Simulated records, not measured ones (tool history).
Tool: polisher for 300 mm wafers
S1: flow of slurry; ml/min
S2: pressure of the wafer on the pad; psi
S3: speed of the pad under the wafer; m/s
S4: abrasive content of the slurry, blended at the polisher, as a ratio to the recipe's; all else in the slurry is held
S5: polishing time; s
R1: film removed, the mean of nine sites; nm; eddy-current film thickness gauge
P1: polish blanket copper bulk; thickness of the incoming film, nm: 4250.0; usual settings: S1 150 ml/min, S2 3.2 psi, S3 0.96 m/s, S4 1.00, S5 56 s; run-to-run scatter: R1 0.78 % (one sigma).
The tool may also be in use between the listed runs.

Run 1, hour 16.5: S1 150 ml/min, S2 3.2 psi, S3 0.96 m/s, S4 1.00, S5 56 s. Result: R1 478.79 nm.
Run 2, hour 31.2: S1 150 ml/min, S2 3.2 psi, S3 0.58 m/s, S4 1.00, S5 56 s. Result: R1 287.95 nm.
Run 3, hour 48.2: S1 150 ml/min, S2 3.2 psi, S3 0.96 m/s, S4 1.00, S5 56 s. Result: R1 477.26 nm.
Run 4, hour 63.6: S1 150 ml/min, S2 3.2 psi, S3 0.96 m/s, S4 1.00, S5 56 s. Result: R1 473.57 nm.
Run 5, hour 76.3: S1 150 ml/min, S2 5.0 psi, S3 0.96 m/s, S4 1.00, S5 56 s. Result: R1 745.38 nm.
Run 6, hour 93.8: S1 150 ml/min, S2 2.1 psi, S3 0.96 m/s, S4 1.00, S5 56 s. Result: R1 314.10 nm.
Run 7, hour 108.8: S1 150 ml/min, S2 3.2 psi, S3 0.96 m/s, S4 1.40, S5 56 s. Result: R1 507.00 nm.
Run 8, hour 117.8: S1 150 ml/min, S2 2.4 psi, S3 0.96 m/s, S4 0.55, S5 56 s. Result: R1 319.10 nm.
Run 9, hour 129.3: S1 150 ml/min, S2 3.2 psi, S3 0.96 m/s, S4 0.70, S5 56 s. Result: R1 442.67 nm.
Run 10, hour 139.3: S1 110 ml/min, S2 1.9 psi, S3 0.96 m/s, S4 1.00, S5 56 s. Result: R1 269.24 nm.
Run 11, hour 157.3: S1 150 ml/min, S2 3.2 psi, S3 0.96 m/s, S4 1.00, S5 29 s. Result: R1 250.69 nm.
Run 12, hour 166.7: S1 220 ml/min, S2 3.2 psi, S3 0.96 m/s, S4 1.00, S5 56 s. Result: R1 503.37 nm.
Run 13, hour 180.8: S1 90 ml/min, S2 3.2 psi, S3 0.96 m/s, S4 1.00, S5 56 s. Result: R1 424.48 nm.
Run 14, hour 193.8: S1 150 ml/min, S2 3.2 psi, S3 0.96 m/s, S4 1.00, S5 83 s. Result: R1 704.76 nm.
Run 15, hour 202.2: S1 150 ml/min, S2 3.2 psi, S3 1.32 m/s, S4 1.00, S5 56 s. Result: R1 657.67 nm.
Run 16, hour 221.0: S1 150 ml/min, S2 3.2 psi, S3 0.96 m/s, S4 1.00, S5 56 s. Result: R1 474.73 nm.
Run 17, hour 237.4: S1 150 ml/min, S2 3.2 psi, S3 0.96 m/s, S4 1.00, S5 56 s. Result: R1 473.64 nm.
Run 18, hour 250.1: S1 150 ml/min, S2 3.2 psi, S3 0.96 m/s, S4 1.00, S5 56 s. Result: R1 464.13 nm.
Run 19, hour 265.4: S1 150 ml/min, S2 3.2 psi, S3 0.96 m/s, S4 1.00, S5 56 s. Result: R1 460.44 nm.
Run 20, hour 284.1: S1 150 ml/min, S2 3.2 psi, S3 0.96 m/s, S4 1.00, S5 56 s. Result: R1 438.21 nm.
At hour 295.0: slurry blender recalibrated.
Run 21, hour 302.9: S1 150 ml/min, S2 3.2 psi, S3 0.96 m/s, S4 1.00, S5 56 s. Result: R1 438.49 nm.
At hour 304.1: worn pad replaced by a new one.
Run 22, hour 311.7: S1 150 ml/min, S2 3.2 psi, S3 0.96 m/s, S4 1.00, S5 56 s. Result: R1 430.52 nm.
Run 23, hour 324.3: S1 150 ml/min, S2 3.2 psi, S3 0.96 m/s, S4 1.00, S5 56 s. Result: R1 433.46 nm.
Run 24, hour 335.6: S1 150 ml/min, S2 3.2 psi, S3 0.96 m/s, S4 1.00, S5 56 s. Result: R1 435.70 nm.
Run 25, hour 348.2: S1 150 ml/min, S2 3.2 psi, S3 0.96 m/s, S4 1.00, S5 56 s. Result: R1 436.02 nm.

What P1 gives has crept away from where it was. These 2 causes fit the log equally well, each at the size given:
A: slurry flow missing at the pad, % = 35.6
B: head's pressure below its setpoint, % = 8.86
The creep began at about hour 237.4.
Why every other cause is out:
removal rate lost through wear of the pad, %: serviced at hour 304.1, which brought nothing back
abrasive missing from the slurry, %: serviced at hour 295.0, which brought nothing back

4 check runs are offered, each on 5 wafers whose results are averaged, their results left as question marks. Which one tells the causes apart?
Run check 1, hour 360.8: S1 110 ml/min, S2 3.2 psi, S3 0.96 m/s, S4 0.75, S5 56 s. Result: R1 ?.
Run check 2, hour 360.8: S1 150 ml/min, S2 4.0 psi, S3 0.96 m/s, S4 1.00, S5 56 s. Result: R1 ?.
Run check 3, hour 360.8: S1 150 ml/min, S2 3.2 psi, S3 0.66 m/s, S4 1.00, S5 56 s. Result: R1 ?.
Run check 4, hour 360.8: S1 150 ml/min, S2 3.9 psi, S3 0.96 m/s, S4 1.25, S5 56 s. Result: R1 ?.

What each check would give under each cause:
  check  result    if A    if B
check 1      R1  372.82  383.95
check 2      R1  542.21  542.28
check 3      R1  298.22  298.26
check 4      R1  554.90  554.97
How far apart the two closest causes lie, in the result that separates them most: check 1 2.94 %; check 2 0.01 %; check 3 0.01 %; check 4 0.01 %
Only check 1 tells the causes apart: in the others they would give nearly the same result.

Then check 1 was run and gave: R1 374.76 nm. Which cause is it?

It is A: slurry flow missing at the pad, %.
